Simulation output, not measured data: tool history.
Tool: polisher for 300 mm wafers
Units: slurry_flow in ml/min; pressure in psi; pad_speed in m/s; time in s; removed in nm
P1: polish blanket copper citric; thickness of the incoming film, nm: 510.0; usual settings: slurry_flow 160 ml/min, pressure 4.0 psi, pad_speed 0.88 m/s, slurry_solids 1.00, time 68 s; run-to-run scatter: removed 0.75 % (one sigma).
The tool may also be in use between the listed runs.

| run | hour | slurry_flow | pressure | pad_speed | slurry_solids | time | removed |
|---|---|---|---|---|---|---|---|
| 1 | 7.4 | 160 | 4.0 | 0.88 | 1.00 | 68 | 169.130 |
| 2 | 22.1 | 160 | 4.0 | 0.88 | 1.00 | 68 | 164.950 |
| 3 | 31.1 | 240 | 4.0 | 0.88 | 1.00 | 68 | 176.640 |
| 4 | 45.0 | 160 | 4.0 | 0.88 | 1.00 | 68 | 166.780 |
| 5 | 51.8 | 160 | 2.1 | 0.88 | 1.00 | 68 | 87.884 |
| 6 | 61.0 | 160 | 4.0 | 0.46 | 1.00 | 68 | 88.159 |
| 7 | 73.3 | 160 | 4.0 | 0.88 | 0.55 | 68 | 144.720 |
| 8 | 79.9 | 160 | 4.0 | 0.88 | 1.00 | 68 | 165.360 |
| 9 | 87.5 | 160 | 5.4 | 0.88 | 1.00 | 68 | 223.400 |
| 10 | 96.6 | 120 | 5.0 | 0.88 | 1.00 | 68 | 194.850 |
| 11 | 108.5 | 160 | 4.0 | 0.88 | 1.00 | 98 | 238.530 |
| 12 | 115.1 | 95 | 4.0 | 0.88 | 1.00 | 41 | 89.480 |
| 13 | 128.9 | 160 | 4.0 | 1.24 | 1.00 | 68 | 233.380 |
| 14 | 136.6 | 160 | 4.0 | 0.88 | 1.00 | 41 | 98.960 |
| 15 | 147.0 | 160 | 4.0 | 0.88 | 1.40 | 68 | 177.390 |
| 16 | 161.3 | 95 | 4.0 | 0.88 | 1.00 | 68 | 147.450 |
| 17 | 169.9 | 160 | 4.0 | 0.88 | 1.00 | 68 | 167.380 |
| 18 | 181.3 | 160 | 4.0 | 0.88 | 1.00 | 68 | 161.130 |
| 19 | 195.0 | 160 | 4.0 | 0.88 | 1.00 | 68 | 159.170 |
| 20 | 204.1 | 160 | 4.0 | 0.88 | 1.00 | 68 | 156.950 |
| 21 | 211.4 | 160 | 4.0 | 0.88 | 1.00 | 68 | 156.180 |
|  | 219.2 | slurry blender recalibrated |
|  | 220.1 | head pressure recalibrated |
| 22 | 222.7 | 160 | 4.0 | 0.88 | 1.00 | 68 | 153.700 |
| 23 | 235.5 | 160 | 4.0 | 0.88 | 1.00 | 68 | 156.780 |
| 24 | 243.4 | 160 | 4.0 | 0.88 | 1.00 | 68 | 151.660 |
| 25 | 251.7 | 160 | 4.0 | 0.88 | 1.00 | 68 | 155.490 |

What P1 gives has crept away from where it was. These 2 causes fit the log equally well, each at the size given:
A: slurry flow missing at the pad, % = 33
B: removal rate lost through wear of the pad, % = 7.56
The creep began at about hour 169.9.
Why every other cause is out:
head's pressure below its setpoint, %: serviced at hour 220.1, which brought nothing back
abrasive missing from the slurry, %: serviced at hour 219.2, which brought nothing back

4 check runs are offered, each on 3 wafers whose results are averaged, their results left as question marks. Which one tells the causes apart?
| check 1 | 260.0 | 160 | 5.2 | 0.88 | 1.00 | 54 | ? |
| check 2 | 260.0 | 105 | 4.0 | 0.46 | 1.00 | 68 | ? |
| check 3 | 260.0 | 160 | 2.3 | 0.88 | 1.00 | 98 | ? |
| check 4 | 260.0 | 160 | 2.5 | 0.88 | 1.00 | 68 | ? |

What each check would give under each cause:
| check | result | if A | if B |
|---|---|---|---|
| check 1 | removed | 157.790 | 157.760 |
| check 2 | removed | 72.615 | 75.233 |
| check 3 | removed | 129.200 | 129.180 |
| check 4 | removed | 97.168 | 97.153 |
How far apart the two closest causes lie, in the result that separates them most: check 1 0.02 %; check 2 3.54 %; check 3 0.02 %; check 4 0.02 %
Only check 2 tells the causes apart: in the others they would give nearly the same result.

Check 2 was then run and gave: removed 72.237 nm. Which cause is it?

It is A: slurry flow missing at the pad, %.
